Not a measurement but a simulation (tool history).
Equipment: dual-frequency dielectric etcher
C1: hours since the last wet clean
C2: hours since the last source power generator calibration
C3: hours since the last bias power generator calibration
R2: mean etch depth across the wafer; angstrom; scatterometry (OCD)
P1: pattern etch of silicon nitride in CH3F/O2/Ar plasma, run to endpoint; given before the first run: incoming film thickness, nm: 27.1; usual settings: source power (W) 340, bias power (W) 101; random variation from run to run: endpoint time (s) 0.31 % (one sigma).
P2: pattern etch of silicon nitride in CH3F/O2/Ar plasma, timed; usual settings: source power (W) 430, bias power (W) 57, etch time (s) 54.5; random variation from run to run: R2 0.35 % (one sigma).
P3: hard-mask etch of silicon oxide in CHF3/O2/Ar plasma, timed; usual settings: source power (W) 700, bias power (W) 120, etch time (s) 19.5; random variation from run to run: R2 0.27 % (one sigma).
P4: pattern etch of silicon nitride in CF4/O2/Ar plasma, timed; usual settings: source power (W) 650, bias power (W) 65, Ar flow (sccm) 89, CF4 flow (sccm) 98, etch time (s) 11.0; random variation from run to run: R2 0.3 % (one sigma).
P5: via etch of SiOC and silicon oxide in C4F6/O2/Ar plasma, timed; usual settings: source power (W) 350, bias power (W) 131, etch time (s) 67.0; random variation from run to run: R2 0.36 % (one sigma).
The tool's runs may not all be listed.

run 1 hour=6.8 | process_that_ran=P1 source_power_(W)=340 bias_power_(W)=101 | C1=79.9 C2=3801.3 C3=1578.4 | endpoint_time_(s)=38.222
run 2 hour=12.7 | process_that_ran=P1 source_power_(W)=340 bias_power_(W)=101 | C1=85.8 C2=3807.2 C3=1584.3 | endpoint_time_(s)=38.255
run 3 hour=16.4 | process_that_ran=P1 source_power_(W)=280 bias_power_(W)=81 | C1=89.5 C2=3810.9 C3=1588.0 | endpoint_time_(s)=44.554
run 4 hour=20.4 | process_that_ran=P4 source_power_(W)=650 bias_power_(W)=65 Ar_flow_(sccm)=89 CF4_flow_(sccm)=98 etch_time_(s)=11.0 | C1=93.5 C2=3814.9 C3=1592.0 | R2=287.15
run 5 hour=27.0 | process_that_ran=P1 source_power_(W)=340 bias_power_(W)=101 | C1=100.1 C2=3821.5 C3=1598.6 | endpoint_time_(s)=38.196
run 6 hour=31.1 | process_that_ran=P1 source_power_(W)=340 bias_power_(W)=101 | C1=104.2 C2=3825.6 C3=1602.7 | endpoint_time_(s)=38.282
run 7 hour=35.8 | process_that_ran=P3 source_power_(W)=700 bias_power_(W)=120 etch_time_(s)=19.5 | C1=108.9 C2=3830.3 C3=1607.4 | R2=363.19
run 8 hour=39.7 | process_that_ran=P5 source_power_(W)=350 bias_power_(W)=131 etch_time_(s)=67.0 | C1=112.8 C2=3834.2 C3=1611.3 | R2=671.03
run 9 hour=44.9 | process_that_ran=P2 source_power_(W)=430 bias_power_(W)=57 etch_time_(s)=54.5 | C1=118.0 C2=3839.4 C3=1616.5 | R2=372.74
run 10 hour=48.8 | process_that_ran=P4 source_power_(W)=380 bias_power_(W)=65 Ar_flow_(sccm)=89 CF4_flow_(sccm)=98 etch_time_(s)=11.0 | C1=121.9 C2=3843.3 C3=1620.4 | R2=178.44
run 11 hour=52.6 | process_that_ran=P1 source_power_(W)=340 bias_power_(W)=101 | C1=125.7 C2=3847.1 C3=1624.2 | endpoint_time_(s)=38.152
run 12 hour=58.8 | process_that_ran=P5 source_power_(W)=350 bias_power_(W)=131 etch_time_(s)=98.5 | C1=131.9 C2=3853.3 C3=1630.4 | R2=984.09
-- hour=60.7 source power generator calibrated
run 13 hour=61.8 | process_that_ran=P2 source_power_(W)=430 bias_power_(W)=57 etch_time_(s)=54.5 | C1=134.9 C2=1.2 C3=1633.4 | R2=371.89
run 14 hour=66.2 | process_that_ran=P4 source_power_(W)=650 bias_power_(W)=65 Ar_flow_(sccm)=89 CF4_flow_(sccm)=58 etch_time_(s)=11.0 | C1=139.3 C2=5.6 C3=1637.8 | R2=269.59
run 15 hour=71.3 | process_that_ran=P4 source_power_(W)=650 bias_power_(W)=46 Ar_flow_(sccm)=89 CF4_flow_(sccm)=98 etch_time_(s)=11.0 | C1=144.4 C2=10.7 C3=1642.9 | R2=252.77
run 16 hour=77.1 | process_that_ran=P4 source_power_(W)=650 bias_power_(W)=65 Ar_flow_(sccm)=89 CF4_flow_(sccm)=98 etch_time_(s)=6.0 | C1=150.2 C2=16.5 C3=1648.7 | R2=155.88
run 17 hour=80.5 | process_that_ran=P4 source_power_(W)=650 bias_power_(W)=65 Ar_flow_(sccm)=89 CF4_flow_(sccm)=98 etch_time_(s)=11.0 | C1=153.6 C2=19.9 C3=1652.1 | R2=287.64
run 18 hour=86.5 | process_that_ran=P1 source_power_(W)=340 bias_power_(W)=65 | C1=159.6 C2=25.9 C3=1658.1 | endpoint_time_(s)=44.593
run 19 hour=91.7 | process_that_ran=P1 source_power_(W)=240 bias_power_(W)=101 | C1=164.8 C2=31.1 C3=1663.3 | endpoint_time_(s)=43.721
run 20 hour=96.4 | process_that_ran=P2 source_power_(W)=430 bias_power_(W)=57 etch_time_(s)=37.0 | C1=169.5 C2=35.8 C3=1668.0 | R2=252.74
run 21 hour=103.2 | process_that_ran=P1 source_power_(W)=450 bias_power_(W)=101 | C1=176.3 C2=42.6 C3=1674.8 | endpoint_time_(s)=34.350
run 22 hour=108.6 | process_that_ran=P3 source_power_(W)=480 bias_power_(W)=120 etch_time_(s)=19.5 | C1=181.7 C2=48.0 C3=1680.2 | R2=313.92
run 23 hour=112.5 | process_that_ran=P3 source_power_(W)=700 bias_power_(W)=83 etch_time_(s)=19.5 | C1=185.6 C2=51.9 C3=1684.1 | R2=328.24
run 24 hour=118.9 | process_that_ran=P3 source_power_(W)=700 bias_power_(W)=120 etch_time_(s)=15.0 | C1=192.0 C2=58.3 C3=1690.5 | R2=280.94
run 25 hour=122.7 | process_that_ran=P1 source_power_(W)=340 bias_power_(W)=101 | C1=195.8 C2=62.1 C3=1694.3 | endpoint_time_(s)=38.250
run 26 hour=128.1 | process_that_ran=P5 source_power_(W)=350 bias_power_(W)=105 etch_time_(s)=67.0 | C1=201.2 C2=67.5 C3=1699.7 | R2=626.74

Run 27 has not been measured yet. What should we expect?
run 27 hour=134.2 | process_that_ran=P1 source_power_(W)=340 bias_power_(W)=101 | C1=207.3 C2=73.6 C3=1705.8 | endpoint_time_(s)=?

Run 27 yielded endpoint time (s) 38.088.
